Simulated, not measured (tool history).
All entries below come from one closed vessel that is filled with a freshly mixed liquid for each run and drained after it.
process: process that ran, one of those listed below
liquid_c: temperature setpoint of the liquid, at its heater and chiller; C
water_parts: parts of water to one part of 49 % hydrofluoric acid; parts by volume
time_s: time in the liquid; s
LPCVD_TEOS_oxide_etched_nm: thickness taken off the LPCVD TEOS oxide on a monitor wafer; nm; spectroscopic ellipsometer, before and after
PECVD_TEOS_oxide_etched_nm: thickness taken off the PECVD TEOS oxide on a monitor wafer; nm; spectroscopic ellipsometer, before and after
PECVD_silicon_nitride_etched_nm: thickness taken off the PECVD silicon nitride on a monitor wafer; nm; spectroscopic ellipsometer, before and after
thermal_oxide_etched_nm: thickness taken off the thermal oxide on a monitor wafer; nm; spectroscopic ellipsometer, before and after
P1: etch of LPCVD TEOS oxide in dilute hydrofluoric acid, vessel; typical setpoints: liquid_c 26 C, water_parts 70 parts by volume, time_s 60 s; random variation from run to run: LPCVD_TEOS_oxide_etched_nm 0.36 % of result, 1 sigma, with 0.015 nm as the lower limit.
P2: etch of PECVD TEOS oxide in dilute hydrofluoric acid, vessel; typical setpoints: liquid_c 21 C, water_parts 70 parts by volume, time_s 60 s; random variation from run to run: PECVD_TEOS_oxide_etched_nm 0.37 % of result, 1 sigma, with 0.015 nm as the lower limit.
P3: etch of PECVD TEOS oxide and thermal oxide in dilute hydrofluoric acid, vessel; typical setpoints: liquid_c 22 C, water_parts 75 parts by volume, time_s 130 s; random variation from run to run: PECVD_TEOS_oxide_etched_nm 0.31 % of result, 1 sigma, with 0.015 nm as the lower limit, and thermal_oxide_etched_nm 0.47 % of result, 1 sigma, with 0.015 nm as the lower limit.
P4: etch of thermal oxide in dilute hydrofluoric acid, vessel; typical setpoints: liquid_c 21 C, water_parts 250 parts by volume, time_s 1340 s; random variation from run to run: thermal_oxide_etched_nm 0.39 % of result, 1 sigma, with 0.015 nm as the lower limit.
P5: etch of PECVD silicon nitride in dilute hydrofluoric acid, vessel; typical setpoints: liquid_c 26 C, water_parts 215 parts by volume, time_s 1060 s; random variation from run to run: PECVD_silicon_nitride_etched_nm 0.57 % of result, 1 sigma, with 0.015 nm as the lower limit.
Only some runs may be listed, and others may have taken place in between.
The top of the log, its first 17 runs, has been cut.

| run | day | process | liquid_c | water_parts | time_s | hours since the thermometer was replaced | hours since the hydrofluoric acid flow meter was replaced | LPCVD_TEOS_oxide_etched_nm | PECVD_TEOS_oxide_etched_nm | PECVD_silicon_nitride_etched_nm | thermal_oxide_etched_nm |
|---|---|---|---|---|---|---|---|---|---|---|---|
| 18 | 4.925 | P5 | 21 | 215 | 1060 | 756 | 956.3 |  |  | 7.07 |  |
| 19 | 5.279 | P3 | 22 | 75 | 130 | 764.5 | 964.8 |  | 24.568 |  | 8.1313 |
| 20 | 5.567 | P1 | 26 | 130 | 60 | 771.4 | 971.7 | 24.754 |  |  |  |
| 21 | 5.833 | P1 | 20 | 110 | 60 | 777.8 | 978.1 | 23.581 |  |  |  |
| 22 | 6.175 | P1 | 26 | 70 | 115 | 786 | 986.3 | 94.88 |  |  |  |
| 23 | 6.471 | P1 | 26 | 70 | 60 | 793.1 | 993.4 | 49.603 |  |  |  |
| 24 | 6.846 | P1 | 34 | 70 | 60 | 802.1 | 1002.4 | 67.48 |  |  |  |
| 25 | 7.125 | P3 | 22 | 75 | 130 | 808.8 | 1009.1 |  | 24.545 |  | 8.1509 |
| 26 | 7.496 | P1 | 22 | 70 | 60 | 817.7 | 1018 | 41.851 |  |  |  |
| 27 | 7.746 | P5 | 26 | 55 | 1060 | 823.7 | 1024 |  |  | 37.452 |  |
| 28 | 8.088 | P1 | 26 | 70 | 35 | 831.9 | 1032.2 | 28.786 |  |  |  |
| 29 | 8.396 | P4 | 21 | 120 | 1340 | 839.3 | 1039.6 |  |  |  | 46.3 |
| 30 | 8.725 | P3 | 22 | 35 | 130 | 847.2 | 1047.5 |  | 55.672 |  | 18.484 |
| 31 | 9.046 | P4 | 17 | 250 | 1340 | 854.9 | 1055.2 |  |  |  | 16.707 |
| 32 | 9.229 | P5 | 26 | 215 | 1060 | 859.3 | 1059.6 |  |  | 9.6318 |  |
| 33 | 9.496 | P1 | 22.5 | 70 | 35 | 865.7 | 1066 | 24.914 |  |  |  |
| 34 | 9.738 | P1 | 26 | 70 | 60 | 871.5 | 1071.8 | 49.396 |  |  |  |
| 35 | 9.975 | P1 | 26 | 70 | 60 | 877.2 | 1077.5 | 50.416 |  |  |  |
| 36 | 10.3 | P1 | 26 | 70 | 60 | 885 | 1085.3 | 51.35 |  |  |  |

Run 37 comes next. What will it give?
| 37 | 10.488 | P1 | 26 | 70 | 60 | 889.5 | 1089.8 | ? |  |  |  |

LPCVD_TEOS_oxide_etched_nm: 51.359 nm

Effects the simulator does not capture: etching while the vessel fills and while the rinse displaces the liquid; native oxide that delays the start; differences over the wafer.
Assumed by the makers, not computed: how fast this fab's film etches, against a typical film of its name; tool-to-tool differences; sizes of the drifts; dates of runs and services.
